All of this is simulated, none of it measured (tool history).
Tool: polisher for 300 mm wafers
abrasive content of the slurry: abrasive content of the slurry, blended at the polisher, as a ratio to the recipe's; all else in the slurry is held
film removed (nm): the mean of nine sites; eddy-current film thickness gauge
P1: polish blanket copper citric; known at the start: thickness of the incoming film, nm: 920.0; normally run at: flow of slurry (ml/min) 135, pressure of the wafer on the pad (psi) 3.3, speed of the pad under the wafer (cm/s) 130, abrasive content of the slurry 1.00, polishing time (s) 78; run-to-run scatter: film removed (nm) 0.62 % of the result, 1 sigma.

run,day,flow of slurry (ml/min),pressure of the wafer on the pad (psi),speed of the pad under the wafer (cm/s),abrasive content of the slurry,polishing time (s),wafers polished on this pad,hours since the slurry nozzle was cleaned,hours since the head pressure was calibrated,hours since the slurry blender was calibrated,film removed (nm)
1,0.350,135,3.3,130,1.00,78,510,201.2,580.1,123.1,272.71
2,0.796,135,3.3,130,1.00,51,637,211.9,590.8,133.8,179.29
3,1.012,80,3.3,130,1.00,78,698,217.1,596.0,139.0,241.32
4,1.246,135,3.3,130,0.75,78,765,222.7,601.6,144.6,254.40
5,1.700,135,3.3,130,1.00,78,894,233.6,612.5,155.5,272.93
6,2.096,200,2.4,130,1.00,78,1007,243.1,622.0,165.0,211.89
7,2.358,135,3.3,130,1.00,78,1082,249.4,628.3,171.3,275.03
# day 2.608: slurry blender recalibrated
8,2.625,135,3.3,172,1.00,78,1158,255.8,634.7,0.5,359.55
9,3.012,135,3.3,130,1.00,78,1268,265.1,644.0,9.8,272.62
10,3.296,135,3.3,84,1.00,100,1349,271.9,650.8,16.6,226.86
11,3.567,135,3.3,130,1.35,78,1426,278.4,657.3,23.1,291.30
12,3.983,135,4.8,130,1.00,78,1545,288.4,667.3,33.1,393.55
13,4.196,135,3.3,82,1.00,78,1606,293.5,672.4,38.2,173.65
14,4.638,135,3.3,130,1.00,78,1731,304.1,683.0,48.8,271.69
15,4.946,185,3.3,130,1.00,78,1819,311.5,690.4,56.2,287.90
16,5.342,135,3.3,130,1.00,109,1932,321.0,699.9,65.7,377.61
17,5.729,135,1.6,130,1.00,78,2043,330.3,709.2,75.0,133.97
18,6.004,135,3.3,130,1.00,78,2121,336.9,715.8,81.6,273.97
19,6.225,135,3.3,130,1.00,78,2184,342.2,721.1,86.9,272.52
20,6.521,135,3.3,130,1.00,78,2268,349.3,728.2,94.0,264.69
21,6.783,135,3.3,130,1.00,78,2343,355.6,734.5,100.3,259.46
22,7.229,135,3.3,130,1.00,78,2470,366.3,745.2,111.0,255.04
23,7.588,135,3.3,130,1.00,78,2572,374.9,753.8,119.6,254.44
24,7.858,135,3.3,130,1.00,78,2649,381.4,760.3,126.1,250.84
# day 7.867: slurry blender recalibrated
# day 8.075: head pressure recalibrated
25,8.175,135,3.3,130,1.00,78,2740,389.0,2.5,7.4,250.54
26,8.583,135,3.3,130,1.00,78,2856,398.8,12.3,17.2,250.09
27,8.829,135,3.3,130,1.00,78,2926,404.7,18.2,23.1,250.58

Run 28 comes next. What will it give?
28,9.283,135,3.3,130,1.00,78,3056,415.6,29.1,34.0,?

film removed (nm): 247.79
